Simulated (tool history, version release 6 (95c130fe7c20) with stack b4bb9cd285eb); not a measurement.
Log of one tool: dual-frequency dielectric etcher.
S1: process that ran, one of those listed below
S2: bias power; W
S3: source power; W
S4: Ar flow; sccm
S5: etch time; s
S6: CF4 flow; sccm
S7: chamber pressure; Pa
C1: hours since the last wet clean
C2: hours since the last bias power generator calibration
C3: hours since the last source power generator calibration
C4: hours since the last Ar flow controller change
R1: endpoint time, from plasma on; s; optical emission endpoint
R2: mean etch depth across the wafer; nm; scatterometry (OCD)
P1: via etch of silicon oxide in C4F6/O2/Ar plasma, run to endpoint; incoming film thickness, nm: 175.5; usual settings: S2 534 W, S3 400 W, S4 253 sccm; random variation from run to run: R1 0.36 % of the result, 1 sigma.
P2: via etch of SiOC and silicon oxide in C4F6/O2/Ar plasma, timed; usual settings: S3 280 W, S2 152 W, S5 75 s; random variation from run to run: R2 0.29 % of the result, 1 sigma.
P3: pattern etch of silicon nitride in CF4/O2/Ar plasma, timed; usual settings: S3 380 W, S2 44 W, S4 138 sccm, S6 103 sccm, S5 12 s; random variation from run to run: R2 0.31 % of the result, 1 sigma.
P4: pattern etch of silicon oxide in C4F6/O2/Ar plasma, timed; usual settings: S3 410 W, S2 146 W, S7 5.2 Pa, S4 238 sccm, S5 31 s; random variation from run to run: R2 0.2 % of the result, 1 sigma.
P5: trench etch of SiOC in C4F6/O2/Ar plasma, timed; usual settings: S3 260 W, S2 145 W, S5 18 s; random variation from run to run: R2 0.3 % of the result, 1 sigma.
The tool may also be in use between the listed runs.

run 1 hour=12.1 | S1=P1 S2=534 S3=400 S4=253 | C1=280.7 C2=1018.6 C3=810.4 C4=654.2 | R1=37.302
run 2 hour=21.4 | S1=P1 S2=534 S3=300 S4=253 | C1=290 C2=1027.9 C3=819.7 C4=663.5 | R1=41.595
run 3 hour=34.8 | S1=P2 S2=152 S3=280 S5=108 | C1=303.4 C2=1041.3 C3=833.1 C4=676.9 | R2=103.07
run 4 hour=50.9 | S1=P1 S2=534 S3=400 S4=253 | C1=319.5 C2=1057.4 C3=849.2 C4=693 | R1=37.642
run 5 hour=68.2 | S1=P3 S2=44 S3=380 S4=138 S5=12 S6=103 | C1=336.8 C2=1074.7 C3=866.5 C4=710.3 | R2=16.957
run 6 hour=80.1 | S1=P3 S2=44 S3=380 S4=138 S5=12 S6=103 | C1=348.7 C2=1086.6 C3=878.4 C4=722.2 | R2=16.91
run 7 hour=93 | S1=P1 S2=534 S3=400 S4=326 | C1=361.6 C2=1099.5 C3=891.3 C4=735.1 | R1=38.376
run 8 hour=110.6 | S1=P1 S2=630 S3=400 S4=182 | C1=379.2 C2=1117.1 C3=908.9 C4=752.7 | R1=33.979
run 9 hour=118.9 | S1=P4 S2=146 S3=410 S4=238 S5=31 S7=5.2 | C1=387.5 C2=1125.4 C3=917.2 C4=761 | R2=92.911
run 10 hour=127 | S1=P3 S2=60 S3=380 S4=138 S5=12 S6=103 | C1=395.6 C2=1133.5 C3=925.3 C4=769.1 | R2=19.045
run 11 hour=137.5 | S1=P4 S2=103 S3=410 S4=238 S5=31 S7=5.2 | C1=406.1 C2=1144 C3=935.8 C4=779.6 | R2=84.453
run 12 hour=150 | S1=P3 S2=44 S3=380 S4=180 S5=12 S6=103 | C1=418.6 C2=1156.5 C3=948.3 C4=792.1 | R2=16.251
run 13 hour=161.7 | S1=P1 S2=534 S3=540 S4=200 | C1=430.3 C2=1168.2 C3=960 C4=803.8 | R1=32.722
run 14 hour=174.5 | S1=P2 S2=152 S3=280 S5=75 | C1=443.1 C2=1181 C3=972.8 C4=816.6 | R2=71.353
run 15 hour=185.1 | S1=P1 S2=413 S3=400 S4=253 | C1=453.7 C2=1191.6 C3=983.4 C4=827.2 | R1=41.318
run 16 hour=193.6 | S1=P4 S2=146 S3=330 S4=238 S5=31 S7=5.2 | C1=462.2 C2=1200.1 C3=991.9 C4=835.7 | R2=85.141
run 17 hour=201.5 | S1=P5 S2=145 S3=260 S5=11 | C1=470.1 C2=1208 C3=999.8 C4=843.6 | R2=18.617
run 18 hour=210.3 | S1=P4 S2=146 S3=410 S4=321 S5=31 S7=5.2 | C1=478.9 C2=1216.8 C3=1008.6 C4=852.4 | R2=90.192
run 19 hour=224.4 | S1=P1 S2=534 S3=400 S4=253 | C1=493 C2=1230.9 C3=1022.7 C4=866.5 | R1=37.381
run 20 hour=237.2 | S1=P1 S2=733 S3=400 S4=253 | C1=505.8 C2=1243.7 C3=1035.5 C4=879.3 | R1=33.188
run 21 hour=247.3 | S1=P2 S2=194 S3=280 S5=75 | C1=515.9 C2=1253.8 C3=1045.6 C4=889.4 | R2=77.098
run 22 hour=264.9 | S1=P3 S2=44 S3=530 S4=138 S5=12 S6=103 | C1=533.5 C2=1271.4 C3=1063.2 C4=907 | R2=22.556
run 23 hour=281 | S1=P1 S2=534 S3=400 S4=253 | C1=549.6 C2=1287.5 C3=1079.3 C4=923.1 | R1=37.171
run 24 hour=294.9 | S1=P5 S2=145 S3=350 S5=18 | C1=563.5 C2=1301.4 C3=1093.2 C4=937 | R2=34.063
run 25 hour=309.4 | S1=P4 S2=146 S3=410 S4=238 S5=31 S7=5.2 | C1=578 C2=1315.9 C3=1107.7 C4=951.5 | R2=93.294
run 26 hour=326.4 | S1=P3 S2=44 S3=380 S4=138 S5=9 S6=103 | C1=595 C2=1332.9 C3=1124.7 C4=968.5 | R2=12.731
run 27 hour=339.8 | S1=P4 S2=146 S3=410 S4=238 S5=17 S7=5.2 | C1=608.4 C2=1346.3 C3=1138.1 C4=981.9 | R2=51.068
-- hour=351.7 Ar flow controller replaced
run 28 hour=357 | S1=P1 S2=534 S3=400 S4=154 | C1=625.6 C2=1363.5 C3=1155.3 C4=5.4 | R1=35.427
run 29 hour=368.5 | S1=P4 S2=146 S3=410 S4=238 S5=31 S7=7 | C1=637.1 C2=1375 C3=1166.8 C4=16.9 | R2=89.995
run 30 hour=386.4 | S1=P2 S2=152 S3=340 S5=75 | C1=655 C2=1392.9 C3=1184.7 C4=34.8 | R2=77.089
run 31 hour=398.1 | S1=P5 S2=107 S3=260 S5=18 | C1=666.7 C2=1404.6 C3=1196.4 C4=46.5 | R2=27.61
run 32 hour=412.8 | S1=P5 S2=145 S3=260 S5=18 | C1=681.4 C2=1419.3 C3=1211.1 C4=61.2 | R2=30.232
run 33 hour=422.4 | S1=P1 S2=534 S3=400 S4=253 | C1=691 C2=1428.9 C3=1220.7 C4=70.8 | R1=37.538
run 34 hour=437.9 | S1=P3 S2=44 S3=380 S4=138 S5=12 S6=73 | C1=706.5 C2=1444.4 C3=1236.2 C4=86.3 | R2=16.094
run 35 hour=448.1 | S1=P1 S2=534 S3=550 S4=253 | C1=716.7 C2=1454.6 C3=1246.4 C4=96.5 | R1=33.289
run 36 hour=464.7 | S1=P1 S2=534 S3=400 S4=253 | C1=733.3 C2=1471.2 C3=1263 C4=113.1 | R1=37.646
run 37 hour=477.3 | S1=P1 S2=534 S3=400 S4=253 | C1=745.9 C2=1483.8 C3=1275.6 C4=125.7 | R1=37.396
run 38 hour=485.9 | S1=P1 S2=534 S3=400 S4=253 | C1=754.5 C2=1492.4 C3=1284.2 C4=134.3 | R1=36.933
run 39 hour=496.7 | S1=P1 S2=534 S3=400 S4=253 | C1=765.3 C2=1503.2 C3=1295 C4=145.1 | R1=37.172
run 40 hour=514.5 | S1=P1 S2=534 S3=400 S4=253 | C1=783.1 C2=1521 C3=1312.8 C4=162.9 | R1=36.734
-- hour=526.3 wet clean of the chamber
run 41 hour=528.8 | S1=P1 S2=534 S3=400 S4=253 | C1=2.5 C2=1535.3 C3=1327.1 C4=177.2 | R1=36.978
run 42 hour=540.8 | S1=P1 S2=534 S3=400 S4=253 | C1=14.5 C2=1547.3 C3=1339.1 C4=189.2 | R1=36.98
run 43 hour=554.2 | S1=P1 S2=534 S3=400 S4=253 | C1=27.9 C2=1560.7 C3=1352.5 C4=202.6 | R1=36.893
-- hour=558.3 Ar flow controller replaced
run 44 hour=565.1 | S1=P1 S2=534 S3=400 S4=253 | C1=38.8 C2=1571.6 C3=1363.4 C4=6.8 | R1=36.655
run 45 hour=577.2 | S1=P1 S2=534 S3=400 S4=253 | C1=50.9 C2=1583.7 C3=1375.5 C4=18.9 | R1=36.692
run 46 hour=590.8 | S1=P1 S2=534 S3=400 S4=253 | C1=64.5 C2=1597.3 C3=1389.1 C4=32.5 | R1=36.915

What P1 gives has crept away from where it was. These 2 causes fit the log equally well, each at the size given:
A: bias power that arrives over what is set, % = 4.8
B: source power that arrives over what is set, % = 4.94
The creep began at about hour 464.7.
Why every other cause is out:
chamber walls in a state that raises the etch rate, %: serviced at hour 526.3, which brought nothing back
Ar flow that arrives under what is set, %: serviced at hour 558.3, which brought nothing back

4 check runs are offered, one wafer each, their results left as question marks. Which one tells the causes apart?
run check 1 hour=604.4 | S1=P3 S2=44 S3=380 S4=138 S5=12 S6=103 | R2=?
run check 2 hour=604.4 | S1=P2 S2=152 S3=280 S5=75 | R2=?
run check 3 hour=604.4 | S1=P4 S2=146 S3=410 S4=238 S5=31 S7=5.2 | R2=?
run check 4 hour=604.4 | S1=P5 S2=145 S3=260 S5=18 | R2=?

What each check would give under each cause:
check=check_1 result=R2 if_A=17.207 if_B=17.619
check=check_2 result=R2 if_A=72.582 if_B=72.852
check=check_3 result=R2 if_A=94.625 if_B=95.088
check=check_4 result=R2 if_A=30.791 if_B=30.919
How far apart the two closest causes lie, in the result that separates them most: check 1 2.36 %; check 2 0.37 %; check 3 0.49 %; check 4 0.41 %
Check 1 tells the causes apart: in the others they would give nearly the same result.

Then check 1 was run and gave: R2 17.67 nm. Which cause is it?

It is B: source power that arrives over what is set, %.

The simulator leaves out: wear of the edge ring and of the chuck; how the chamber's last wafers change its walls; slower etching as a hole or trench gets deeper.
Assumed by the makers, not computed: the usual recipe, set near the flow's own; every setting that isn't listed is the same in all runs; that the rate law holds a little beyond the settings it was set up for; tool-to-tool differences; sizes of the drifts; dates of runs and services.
